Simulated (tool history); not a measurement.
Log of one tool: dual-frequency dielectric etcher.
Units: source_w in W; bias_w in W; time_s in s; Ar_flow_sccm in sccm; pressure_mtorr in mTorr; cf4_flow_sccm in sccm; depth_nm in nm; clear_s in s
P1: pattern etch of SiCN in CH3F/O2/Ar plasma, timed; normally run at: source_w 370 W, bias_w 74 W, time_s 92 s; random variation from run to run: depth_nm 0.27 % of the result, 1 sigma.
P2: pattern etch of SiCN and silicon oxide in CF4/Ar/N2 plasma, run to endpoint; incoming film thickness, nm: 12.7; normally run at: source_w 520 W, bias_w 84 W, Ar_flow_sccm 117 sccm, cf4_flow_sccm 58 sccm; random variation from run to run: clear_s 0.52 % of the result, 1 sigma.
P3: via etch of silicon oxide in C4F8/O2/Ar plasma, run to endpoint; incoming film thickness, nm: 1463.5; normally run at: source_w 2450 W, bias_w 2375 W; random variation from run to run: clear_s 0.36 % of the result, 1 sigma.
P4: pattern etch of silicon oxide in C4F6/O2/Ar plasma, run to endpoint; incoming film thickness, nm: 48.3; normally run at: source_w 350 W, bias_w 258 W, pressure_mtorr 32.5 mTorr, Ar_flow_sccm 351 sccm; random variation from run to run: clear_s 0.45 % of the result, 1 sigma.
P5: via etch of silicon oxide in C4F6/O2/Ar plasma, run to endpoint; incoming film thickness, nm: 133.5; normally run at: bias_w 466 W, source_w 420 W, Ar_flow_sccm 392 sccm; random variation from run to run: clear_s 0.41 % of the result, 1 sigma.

run,day,process,source_w,bias_w,time_s,Ar_flow_sccm,pressure_mtorr,cf4_flow_sccm,hours since the last wet clean,hours since the last source power generator calibration,hours since the last bias power generator calibration,depth_nm,clear_s
1,0.346,P1,370,74,92,,,,468.1,2559.6,938.1,33.896,
2,0.683,P1,370,74,65.5,,,,476.2,2567.7,946.2,24.152,
3,0.925,P1,370,74,115,,,,482,2573.5,952,42.556,
4,1.246,P5,420,466,,392,,,489.7,2581.2,959.7,,31.537
5,1.429,P5,270,466,,392,,,494.1,2585.6,964.1,,36.975
6,1.783,P5,420,319,,392,,,502.6,2594.1,972.6,,36.123
7,2.142,P1,370,74,92,,,,511.2,2602.7,981.2,33.933,
8,2.4,P3,2450,1740,,,,,517.4,2608.9,987.4,,272.7
9,2.612,P3,3350,2375,,,,,522.5,2614,992.5,,218.06
10,2.871,P1,370,52,92,,,,528.7,2620.2,998.7,30.055,
11,3.146,P1,370,100,112,,,,535.3,2626.8,1005.3,46.222,
12,3.492,P4,270,258,,351,32.5,,543.6,2635.1,1013.6,,16.009
13,3.712,P4,350,153,,351,32.5,,548.9,2640.4,1018.9,,17.17
14,4.025,P4,350,258,,351,40.5,,556.4,2647.9,1026.4,,14.845
15,4.225,P2,520,84,,151,,58,561.2,2652.7,1031.2,,13.073
16,4.575,P1,370,74,92,,,,569.6,2661.1,1039.6,33.788,
17,4.829,P1,370,90,92,,,,575.7,2667.2,1045.7,36.458,
18,5,P5,420,466,,310,,,579.8,2671.3,1049.8,,30.598
19,5.196,P1,370,74,92,,,,584.5,2676,1054.5,34.06,
20,5.404,P1,370,74,92,,,,589.5,2681,1059.5,33.906,
21,5.758,P1,500,74,92,,,,598,2689.5,1068,38.089,
22,6.012,P2,380,84,,117,,58,604.1,2695.6,1074.1,,16.478
23,6.35,P1,250,74,92,,,,612.2,2703.7,1082.2,29.453,
24,6.604,P4,350,258,,219,32.5,,618.3,2709.8,1088.3,,13.921
25,6.775,P3,2450,2375,,,,,622.4,2713.9,1092.4,,248.7
26,7.1,P4,350,258,,351,32.5,,630.2,2721.7,1100.2,,14.635
27,7.433,P2,520,84,,117,,42,638.2,2729.7,1108.2,,13.191
28,7.696,P2,520,84,,117,,58,644.5,2736,1114.5,,12.611
29,8.004,P2,520,52,,117,,58,651.9,2743.4,1121.9,,14.959
30,8.188,P1,270,74,112,,,,656.3,2747.8,1126.3,36.473,
31,8.442,P1,370,74,92,,,,662.4,2753.9,1132.4,33.756,
32,8.788,P5,420,466,,392,,,670.7,2762.2,1140.7,,31.495
33,9.008,P1,370,74,92,,,,676,2767.5,1146,33.847,
34,9.204,P1,370,74,92,,,,680.7,2772.2,1150.7,33.694,
35,9.562,P1,370,74,92,,,,689.3,2780.8,1159.3,33.546,
36,9.767,P1,370,74,92,,,,694.2,2785.7,1164.2,33.526,
37,10.021,P1,370,74,92,,,,700.3,2791.8,1170.3,33.46,
38,10.275,P1,370,74,92,,,,706.4,2797.9,1176.4,33.481,
39,10.558,P1,370,74,92,,,,713.2,2804.7,1183.2,33.39,
# day 10.662: wet clean of the chamber
40,10.925,P1,370,74,92,,,,6.4,2813.5,1192,33.513,
41,11.133,P1,370,74,92,,,,11.4,2818.5,1197,33.504,
42,11.433,P1,370,74,92,,,,18.6,2825.7,1204.2,33.574,
43,11.708,P1,370,74,92,,,,25.2,2832.3,1210.8,33.354,

What P1 gives has crept away from where it was. These 2 causes fit the log equally well, each at the size given:
A: bias power that arrives under what is set, % = 3.85
B: source power that arrives under what is set, % = 3.66
The creep began at about day 9.008.
Why every other cause is out:
chamber walls in a state that lowers the etch rate, %: serviced at day 10.662, which brought nothing back

4 check runs are offered, each on 5 wafers whose results are averaged, their results left as question marks. Which one tells the causes apart?
check 1,11.983,P4,280,158,,351,32.5,,,,,,?
check 2,11.983,P2,520,52,,117,,58,,,,,?
check 3,11.983,P3,3190,2375,,,,,,,,,?
check 4,11.983,P5,350,466,,392,,,,,,,?

What each check would give under each cause:
check,result,if A,if B
check 1,clear_s,18.822,18.863
check 2,clear_s,15.052,15.359
check 3,clear_s,225.59,226.42
check 4,clear_s,34.156,34.128
How far apart the two closest causes lie, in the result that separates them most: check 1 0.22 %; check 2 2.02 %; check 3 0.37 %; check 4 0.08 %
Only check 2 tells the causes apart: in the others they would give nearly the same result.

Then check 2 was run and gave: clear_s 15.38 s. Which cause is it?

It is B: source power that arrives under what is set, %.
